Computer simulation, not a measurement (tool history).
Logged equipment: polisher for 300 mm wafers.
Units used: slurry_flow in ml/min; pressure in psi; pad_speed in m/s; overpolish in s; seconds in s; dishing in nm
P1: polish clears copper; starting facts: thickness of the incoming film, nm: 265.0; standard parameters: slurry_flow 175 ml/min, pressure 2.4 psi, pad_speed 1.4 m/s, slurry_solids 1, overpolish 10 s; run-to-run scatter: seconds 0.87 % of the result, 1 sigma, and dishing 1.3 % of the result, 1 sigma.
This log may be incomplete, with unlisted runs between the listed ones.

Run 1, day 0.442: slurry_flow 175 ml/min, pressure 2.4 psi, pad_speed 1.4 m/s, slurry_solids 1, overpolish 10 s. Result: seconds 79.911 s, dishing 20.665 nm.
At day 0.696: slurry blender recalibrated.
Run 2, day 0.862: slurry_flow 175 ml/min, pressure 2.4 psi, pad_speed 2.04 m/s, slurry_solids 1.4, overpolish 10 s. Result: seconds 50.727 s, dishing 29.051 nm.
Run 3, day 1.142: slurry_flow 175 ml/min, pressure 3.2 psi, pad_speed 0.9 m/s, slurry_solids 1, overpolish 10 s. Result: seconds 93.816 s, dishing 18.35 nm.
Run 4, day 1.55: slurry_flow 175 ml/min, pressure 2.4 psi, pad_speed 1.4 m/s, slurry_solids 1, overpolish 3 s. Result: seconds 79.68 s, dishing 7.564 nm.
Run 5, day 1.95: slurry_flow 175 ml/min, pressure 2.4 psi, pad_speed 1.4 m/s, slurry_solids 1, overpolish 10 s. Result: seconds 80.573 s, dishing 21.443 nm.
Run 6, day 2.275: slurry_flow 175 ml/min, pressure 1.1 psi, pad_speed 1.4 m/s, slurry_solids 1, overpolish 10 s. Result: seconds 177.38 s, dishing 10.834 nm.
Run 7, day 2.542: slurry_flow 265 ml/min, pressure 2.4 psi, pad_speed 1.4 m/s, slurry_solids 1, overpolish 10 s. Result: seconds 75.579 s, dishing 22.033 nm.
Run 8, day 2.8: slurry_flow 175 ml/min, pressure 2.4 psi, pad_speed 1.06 m/s, slurry_solids 1, overpolish 10 s. Result: seconds 106.5 s, dishing 16.804 nm.
Run 9, day 3.171: slurry_flow 175 ml/min, pressure 2.4 psi, pad_speed 1.4 m/s, slurry_solids 0.6, overpolish 10 s. Result: seconds 90.077 s, dishing 19.629 nm.
Run 10, day 3.396: slurry_flow 105 ml/min, pressure 2.4 psi, pad_speed 1.4 m/s, slurry_solids 1, overpolish 10 s. Result: seconds 88.375 s, dishing 19.382 nm.
Run 11, day 3.596: slurry_flow 175 ml/min, pressure 3.3 psi, pad_speed 1.4 m/s, slurry_solids 1, overpolish 10 s. Result: seconds 57.438 s, dishing 26.891 nm.
Run 12, day 4.021: slurry_flow 175 ml/min, pressure 2.4 psi, pad_speed 1.4 m/s, slurry_solids 1.45, overpolish 10 s. Result: seconds 73.711 s, dishing 21.974 nm.
Run 13, day 4.279: slurry_flow 175 ml/min, pressure 2.4 psi, pad_speed 1.4 m/s, slurry_solids 1, overpolish 10 s. Result: seconds 79.542 s, dishing 20.917 nm.
Run 14, day 4.721: slurry_flow 175 ml/min, pressure 2.4 psi, pad_speed 1.4 m/s, slurry_solids 1, overpolish 17 s. Result: seconds 81.422 s, dishing 30.96 nm.
Run 15, day 5.158: slurry_flow 175 ml/min, pressure 2.4 psi, pad_speed 2.16 m/s, slurry_solids 1, overpolish 10 s. Result: seconds 52.389 s, dishing 27.86 nm.
Run 16, day 5.529: slurry_flow 175 ml/min, pressure 2.4 psi, pad_speed 1.4 m/s, slurry_solids 1, overpolish 10 s. Result: seconds 79.538 s, dishing 20.818 nm.
Run 17, day 5.892: slurry_flow 175 ml/min, pressure 2.4 psi, pad_speed 1.4 m/s, slurry_solids 1, overpolish 10 s. Result: seconds 80.798 s, dishing 21.045 nm.
Run 18, day 6.188: slurry_flow 175 ml/min, pressure 2.4 psi, pad_speed 1.4 m/s, slurry_solids 1, overpolish 10 s. Result: seconds 82.988 s, dishing 20.104 nm.
Run 19, day 6.475: slurry_flow 175 ml/min, pressure 2.4 psi, pad_speed 1.4 m/s, slurry_solids 1, overpolish 10 s. Result: seconds 82.725 s, dishing 20.437 nm.
At day 6.867: slurry blender recalibrated.
Run 20, day 6.912: slurry_flow 175 ml/min, pressure 2.4 psi, pad_speed 1.4 m/s, slurry_solids 1, overpolish 10 s. Result: seconds 86.029 s, dishing 20.08 nm.
Run 21, day 7.108: slurry_flow 175 ml/min, pressure 2.4 psi, pad_speed 1.4 m/s, slurry_solids 1, overpolish 10 s. Result: seconds 85.677 s, dishing 19.812 nm.
At day 7.162: head pressure recalibrated.
Run 22, day 7.312: slurry_flow 175 ml/min, pressure 2.4 psi, pad_speed 1.4 m/s, slurry_solids 1, overpolish 10 s. Result: seconds 84.666 s, dishing 20.398 nm.
Run 23, day 7.571: slurry_flow 175 ml/min, pressure 2.4 psi, pad_speed 1.4 m/s, slurry_solids 1, overpolish 10 s. Result: seconds 85.854 s, dishing 19.839 nm.
Run 24, day 7.804: slurry_flow 175 ml/min, pressure 2.4 psi, pad_speed 1.4 m/s, slurry_solids 1, overpolish 10 s. Result: seconds 85.478 s, dishing 19.35 nm.
Run 25, day 8.012: slurry_flow 175 ml/min, pressure 2.4 psi, pad_speed 1.4 m/s, slurry_solids 1, overpolish 10 s. Result: seconds 86.644 s, dishing 19.945 nm.
Run 26, day 8.333: slurry_flow 175 ml/min, pressure 2.4 psi, pad_speed 1.4 m/s, slurry_solids 1, overpolish 10 s. Result: seconds 87.537 s, dishing 19.466 nm.

P1 no longer gives what it gave before; its output has crept away from where it was. The following 2 causes, each at its listed size, fit the log equally well:
A: slurry flow missing at the pad, % = 33.4
B: removal rate lost through wear of the pad, % = 7.06
Onset of the creep was near day 5.892.
Every other cause this tool's parts could produce, and why it does not fit the log:
head's pressure below its setpoint, %: serviced at day 7.162, after the drift had started, without restoring the earlier output
abrasive missing from the slurry, %: serviced at day 6.867, after the drift had started, without restoring the earlier output

Which of the check runs below tells the causes apart, meaning the causes would give it clearly different results? Each run uses 3 wafers whose results are averaged, and each result is shown as a question mark.
Run check 1, day 8.654: slurry_flow 105 ml/min, pressure 2.4 psi, pad_speed 1.4 m/s, slurry_solids 1, overpolish 10 s. Result: seconds ?, dishing ?.
Run check 2, day 8.654: slurry_flow 175 ml/min, pressure 2.4 psi, pad_speed 2.02 m/s, slurry_solids 1, overpolish 10 s. Result: seconds ?, dishing ?.
Run check 3, day 8.654: slurry_flow 175 ml/min, pressure 2.4 psi, pad_speed 1.4 m/s, slurry_solids 1, overpolish 3 s. Result: seconds ?, dishing ?.
Run check 4, day 8.654: slurry_flow 175 ml/min, pressure 2.4 psi, pad_speed 1.4 m/s, slurry_solids 1, overpolish 4 s. Result: seconds ?, dishing ?.

What every check run would give for each of its results, assuming each possible cause in turn:
  check   result    if A    if B
check 1  seconds  98.904  94.817
check 1  dishing   17.82  18.423
check 2  seconds  59.652  59.652
check 2  dishing  25.858  25.858
check 3  seconds  86.069  86.069
check 3  dishing  7.0662  7.0662
check 4  seconds  86.069  86.069
check 4  dishing  9.1884  9.1884
Per-check spread between the two closest causes, in the result where they differ most: check 1 4.22 %; check 2 0 %; check 3 0 %; check 4 0 %
The other checks would show nearly matching results whichever cause is true, so check 1 is the only one that separates the causes.

Check 1 has now been run. It gave: seconds 94.985 s; dishing 18.244 nm. Which of the candidate causes is it?

B is the cause: removal rate lost through wear of the pad, %.
